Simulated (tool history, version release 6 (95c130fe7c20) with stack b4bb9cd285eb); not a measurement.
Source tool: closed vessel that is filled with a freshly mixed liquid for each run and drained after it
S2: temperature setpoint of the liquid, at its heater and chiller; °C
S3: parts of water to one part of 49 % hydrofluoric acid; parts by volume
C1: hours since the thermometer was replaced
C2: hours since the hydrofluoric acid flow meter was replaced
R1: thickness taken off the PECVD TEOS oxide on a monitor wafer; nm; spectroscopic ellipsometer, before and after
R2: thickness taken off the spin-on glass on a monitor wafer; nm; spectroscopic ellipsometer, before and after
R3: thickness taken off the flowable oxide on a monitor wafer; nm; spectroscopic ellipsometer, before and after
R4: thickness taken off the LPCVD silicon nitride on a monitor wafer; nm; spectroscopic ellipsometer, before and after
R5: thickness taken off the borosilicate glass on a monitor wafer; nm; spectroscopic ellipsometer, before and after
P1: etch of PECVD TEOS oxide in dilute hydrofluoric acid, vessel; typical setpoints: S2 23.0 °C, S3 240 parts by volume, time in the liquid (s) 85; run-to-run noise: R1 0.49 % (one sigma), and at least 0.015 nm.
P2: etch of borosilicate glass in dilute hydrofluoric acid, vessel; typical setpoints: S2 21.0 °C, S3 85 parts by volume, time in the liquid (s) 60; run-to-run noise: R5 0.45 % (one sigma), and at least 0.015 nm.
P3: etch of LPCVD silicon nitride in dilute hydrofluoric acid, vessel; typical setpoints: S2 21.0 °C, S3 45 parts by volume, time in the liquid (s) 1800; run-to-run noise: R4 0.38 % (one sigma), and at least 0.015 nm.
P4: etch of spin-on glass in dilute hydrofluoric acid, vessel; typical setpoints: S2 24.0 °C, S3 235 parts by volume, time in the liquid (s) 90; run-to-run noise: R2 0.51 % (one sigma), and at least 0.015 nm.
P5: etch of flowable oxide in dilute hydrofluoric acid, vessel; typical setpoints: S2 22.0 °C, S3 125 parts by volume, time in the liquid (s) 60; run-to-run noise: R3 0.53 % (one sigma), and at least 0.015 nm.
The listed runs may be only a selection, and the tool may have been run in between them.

{"run": 1, "day": 0.521, "process that ran": "P1", "S2": 23.0, "S3": 240, "time in the liquid (s)": 85, "C1": 791.9, "C2": 1317.5, "R1": 6.5336}
{"run": 2, "day": 1.05, "process that ran": "P4", "S2": 24.0, "S3": 235, "time in the liquid (s)": 90, "C1": 804.6, "C2": 1330.2, "R2": 10.209}
{"run": 3, "day": 1.442, "process that ran": "P1", "S2": 23.0, "S3": 240, "time in the liquid (s)": 30, "C1": 814.0, "C2": 1339.6, "R1": 2.3162}
{"run": 4, "day": 2.162, "process that ran": "P5", "S2": 22.0, "S3": 125, "time in the liquid (s)": 60, "C1": 831.3, "C2": 1356.9, "R3": 23.818}
{"run": 5, "day": 2.925, "process that ran": "P1", "S2": 17.0, "S3": 240, "time in the liquid (s)": 85, "C1": 849.6, "C2": 1375.2, "R1": 5.1741}
{"run": 6, "day": 3.575, "process that ran": "P3", "S2": 21.0, "S3": 45, "time in the liquid (s)": 1800, "C1": 865.2, "C2": 1390.8, "R4": 15.517}
{"run": 7, "day": 4.2, "process that ran": "P5", "S2": 22.0, "S3": 190, "time in the liquid (s)": 60, "C1": 880.2, "C2": 1405.8, "R3": 14.618}
{"run": 8, "day": 4.762, "process that ran": "P2", "S2": 21.0, "S3": 85, "time in the liquid (s)": 60, "C1": 893.7, "C2": 1419.3, "R5": 14.874}
{"run": 9, "day": 5.208, "process that ran": "P1", "S2": 23.0, "S3": 360, "time in the liquid (s)": 85, "C1": 904.4, "C2": 1430.0, "R1": 3.8889}
{"day": 5.533, "done": "hydrofluoric acid flow meter replaced"}
{"run": 10, "day": 5.921, "process that ran": "P1", "S2": 23.0, "S3": 240, "time in the liquid (s)": 85, "C1": 921.5, "C2": 9.3, "R1": 6.4777}
{"run": 11, "day": 6.458, "process that ran": "P1", "S2": 23.0, "S3": 240, "time in the liquid (s)": 85, "C1": 934.4, "C2": 22.2, "R1": 6.52}
{"run": 12, "day": 6.938, "process that ran": "P1", "S2": 23.0, "S3": 240, "time in the liquid (s)": 85, "C1": 945.9, "C2": 33.7, "R1": 6.539}
{"run": 13, "day": 7.288, "process that ran": "P2", "S2": 21.0, "S3": 85, "time in the liquid (s)": 30, "C1": 954.3, "C2": 42.1, "R5": 7.3389}
{"run": 14, "day": 7.754, "process that ran": "P4", "S2": 24.0, "S3": 235, "time in the liquid (s)": 90, "C1": 965.5, "C2": 53.3, "R2": 10.237}
{"run": 15, "day": 8.375, "process that ran": "P4", "S2": 31.0, "S3": 235, "time in the liquid (s)": 90, "C1": 980.4, "C2": 68.2, "R2": 13.105}
{"run": 16, "day": 8.8, "process that ran": "P4", "S2": 24.0, "S3": 435, "time in the liquid (s)": 90, "C1": 990.6, "C2": 78.4, "R2": 4.5951}
{"run": 17, "day": 9.225, "process that ran": "P1", "S2": 23.0, "S3": 240, "time in the liquid (s)": 125, "C1": 1000.8, "C2": 88.6, "R1": 9.5283}
{"run": 18, "day": 9.796, "process that ran": "P1", "S2": 23.0, "S3": 140, "time in the liquid (s)": 85, "C1": 1014.5, "C2": 102.3, "R1": 12.465}
{"run": 19, "day": 10.342, "process that ran": "P5", "S2": 22.0, "S3": 125, "time in the liquid (s)": 105, "C1": 1027.6, "C2": 115.4, "R3": 41.581}
{"run": 20, "day": 11.108, "process that ran": "P4", "S2": 24.0, "S3": 235, "time in the liquid (s)": 30, "C1": 1046.0, "C2": 133.8, "R2": 3.4255}
{"run": 21, "day": 11.808, "process that ran": "P2", "S2": 25.0, "S3": 85, "time in the liquid (s)": 60, "C1": 1062.8, "C2": 150.6, "R5": 17.524}
{"run": 22, "day": 12.454, "process that ran": "P1", "S2": 29.5, "S3": 240, "time in the liquid (s)": 165, "C1": 1078.3, "C2": 166.1, "R1": 15.962}
{"run": 23, "day": 13.017, "process that ran": "P1", "S2": 28.5, "S3": 240, "time in the liquid (s)": 85, "C1": 1091.8, "C2": 179.6, "R1": 7.9531}
{"run": 24, "day": 13.417, "process that ran": "P1", "S2": 23.0, "S3": 240, "time in the liquid (s)": 85, "C1": 1101.4, "C2": 189.2, "R1": 6.5275}
{"run": 25, "day": 13.933, "process that ran": "P5", "S2": 29.0, "S3": 125, "time in the liquid (s)": 60, "C1": 1113.8, "C2": 201.6, "R3": 31.421}
{"run": 26, "day": 14.529, "process that ran": "P3", "S2": 21.0, "S3": 75, "time in the liquid (s)": 1800, "C1": 1128.1, "C2": 215.9, "R4": 9.4826}
{"run": 27, "day": 15.008, "process that ran": "P1", "S2": 17.0, "S3": 80, "time in the liquid (s)": 85, "C1": 1139.6, "C2": 227.4, "R1": 18.384}
{"run": 28, "day": 15.462, "process that ran": "P3", "S2": 21.0, "S3": 45, "time in the liquid (s)": 1800, "C1": 1150.5, "C2": 238.3, "R4": 15.403}
{"run": 29, "day": 16.196, "process that ran": "P3", "S2": 29.5, "S3": 45, "time in the liquid (s)": 1800, "C1": 1168.1, "C2": 255.9, "R4": 27.285}
{"run": 30, "day": 16.954, "process that ran": "P3", "S2": 21.0, "S3": 45, "time in the liquid (s)": 330, "C1": 1186.3, "C2": 274.1, "R4": 2.8717}
{"run": 31, "day": 17.575, "process that ran": "P2", "S2": 21.0, "S3": 150, "time in the liquid (s)": 60, "C1": 1201.2, "C2": 289.0, "R5": 7.8069}
{"run": 32, "day": 18.088, "process that ran": "P1", "S2": 23.0, "S3": 390, "time in the liquid (s)": 155, "C1": 1213.5, "C2": 301.3, "R1": 6.4275}
{"run": 33, "day": 18.854, "process that ran": "P1", "S2": 23.0, "S3": 240, "time in the liquid (s)": 85, "C1": 1231.9, "C2": 319.7, "R1": 6.5094}
{"run": 34, "day": 19.475, "process that ran": "P1", "S2": 23.0, "S3": 240, "time in the liquid (s)": 85, "C1": 1246.8, "C2": 334.6, "R1": 6.5242}
{"run": 35, "day": 20.1, "process that ran": "P1", "S2": 23.0, "S3": 240, "time in the liquid (s)": 85, "C1": 1261.8, "C2": 349.6, "R1": 6.6879}
{"run": 36, "day": 20.717, "process that ran": "P1", "S2": 23.0, "S3": 240, "time in the liquid (s)": 85, "C1": 1276.6, "C2": 364.4, "R1": 6.8158}
{"run": 37, "day": 21.475, "process that ran": "P1", "S2": 23.0, "S3": 240, "time in the liquid (s)": 85, "C1": 1294.8, "C2": 382.6, "R1": 6.9841}
{"run": 38, "day": 22.104, "process that ran": "P1", "S2": 23.0, "S3": 240, "time in the liquid (s)": 85, "C1": 1309.9, "C2": 397.7, "R1": 6.9607}
{"run": 39, "day": 22.746, "process that ran": "P1", "S2": 23.0, "S3": 240, "time in the liquid (s)": 85, "C1": 1325.3, "C2": 413.1, "R1": 7.0452}
{"run": 40, "day": 23.45, "process that ran": "P1", "S2": 23.0, "S3": 240, "time in the liquid (s)": 85, "C1": 1342.2, "C2": 430.0, "R1": 6.9948}
{"run": 41, "day": 23.892, "process that ran": "P1", "S2": 23.0, "S3": 240, "time in the liquid (s)": 85, "C1": 1352.8, "C2": 440.6, "R1": 7.0179}

Something has made what P1 gives creep away from where it was; the 2 causes below, each at its own stated size, fit the log equally well:
A: liquid hotter than its thermometer reads (K) = 2.07
B: hydrofluoric acid flow above the setpoint (%) = 6.19
The gradual shift began around day 19.475.

Below are 4 check runs, each on a single wafer, with their results shown as question marks. Which of them would tell the listed causes apart, meaning the causes would give clearly different results under it?
{"run": "check 1", "day": 24.333, "process that ran": "P5", "S2": 28.5, "S3": 125, "time in the liquid (s)": 60, "R3": "?"}
{"run": "check 2", "day": 24.333, "process that ran": "P2", "S2": 21.0, "S3": 145, "time in the liquid (s)": 30, "R5": "?"}
{"run": "check 3", "day": 24.333, "process that ran": "P3", "S2": 29.0, "S3": 45, "time in the liquid (s)": 1800, "R4": "?"}
{"run": "check 4", "day": 24.333, "process that ran": "P4", "S2": 24.0, "S3": 425, "time in the liquid (s)": 50, "R2": "?"}

Check results expected under each cause:
check=check_1 result=R3 if_A=33.086 if_B=32.868
check=check_2 result=R5 if_A=4.4132 if_B=4.3613
check=check_3 result=R4 if_A=30.3300 if_B=28.1430
check=check_4 result=R2 if_A=2.8093 if_B=2.8541
Separation of the two closest causes in each check, using whichever result separates them best: check 1 0.66 %; check 2 1.18 %; check 3 7.48 %; check 4 1.59 %
Check 3 is the one run that separates the causes; every other check would come out nearly the same whichever cause is at work.

Check 3 was then run and gave: R4 28.1470 nm. Which cause is it?

Of the candidate causes, it is B: hydrofluoric acid flow above the setpoint (%).
